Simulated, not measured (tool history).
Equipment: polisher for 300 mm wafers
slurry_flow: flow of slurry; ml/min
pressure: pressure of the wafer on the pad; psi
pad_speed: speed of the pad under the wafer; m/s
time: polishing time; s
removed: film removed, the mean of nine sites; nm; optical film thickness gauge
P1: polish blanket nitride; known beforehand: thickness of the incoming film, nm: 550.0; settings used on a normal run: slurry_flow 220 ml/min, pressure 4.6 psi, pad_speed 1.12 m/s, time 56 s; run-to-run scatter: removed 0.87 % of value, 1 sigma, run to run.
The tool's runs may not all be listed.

{"run": 1, "day": 0.171, "slurry_flow": 220, "pressure": 4.6, "pad_speed": 1.12, "time": 56, "removed": 167.28}
{"run": 2, "day": 0.417, "slurry_flow": 220, "pressure": 2.3, "pad_speed": 1.12, "time": 56, "removed": 82.656}
{"run": 3, "day": 0.629, "slurry_flow": 295, "pressure": 4.6, "pad_speed": 0.58, "time": 56, "removed": 100.51}
{"run": 4, "day": 0.788, "slurry_flow": 130, "pressure": 4.6, "pad_speed": 1.12, "time": 56, "removed": 151.19}
{"run": 5, "day": 0.967, "slurry_flow": 220, "pressure": 4.6, "pad_speed": 1.12, "time": 56, "removed": 164.72}
{"run": 6, "day": 1.121, "slurry_flow": 220, "pressure": 4.6, "pad_speed": 1.12, "time": 56, "removed": 167.01}
{"run": 7, "day": 1.329, "slurry_flow": 220, "pressure": 4.6, "pad_speed": 1.12, "time": 36, "removed": 105.87}
{"run": 8, "day": 1.492, "slurry_flow": 220, "pressure": 4.6, "pad_speed": 1.12, "time": 89, "removed": 262.33}
{"run": 9, "day": 1.654, "slurry_flow": 340, "pressure": 4.6, "pad_speed": 1.12, "time": 56, "removed": 174.92}
{"run": 10, "day": 1.871, "slurry_flow": 220, "pressure": 7.2, "pad_speed": 1.12, "time": 56, "removed": 260.15}
{"run": 11, "day": 2.071, "slurry_flow": 220, "pressure": 4.6, "pad_speed": 1.68, "time": 56, "removed": 229.63}
{"run": 12, "day": 2.321, "slurry_flow": 220, "pressure": 4.6, "pad_speed": 1.5, "time": 31, "removed": 116.43}
{"run": 13, "day": 2.596, "slurry_flow": 220, "pressure": 4.6, "pad_speed": 1.12, "time": 56, "removed": 165.55}
{"run": 14, "day": 2.796, "slurry_flow": 220, "pressure": 4.6, "pad_speed": 0.8, "time": 56, "removed": 126.36}
{"day": 2.808, "done": "head pressure recalibrated"}
{"run": 15, "day": 2.979, "slurry_flow": 220, "pressure": 4.6, "pad_speed": 1.12, "time": 56, "removed": 165.66}
{"run": 16, "day": 3.121, "slurry_flow": 220, "pressure": 4.6, "pad_speed": 1.12, "time": 56, "removed": 164.33}
{"run": 17, "day": 3.396, "slurry_flow": 220, "pressure": 4.6, "pad_speed": 1.12, "time": 56, "removed": 166.53}
{"run": 18, "day": 3.612, "slurry_flow": 220, "pressure": 4.6, "pad_speed": 1.12, "time": 56, "removed": 159.53}

What will run 19 give?
{"run": 19, "day": 3.808, "slurry_flow": 220, "pressure": 4.6, "pad_speed": 1.12, "time": 56, "removed": "?"}

removed: 158.370 nm
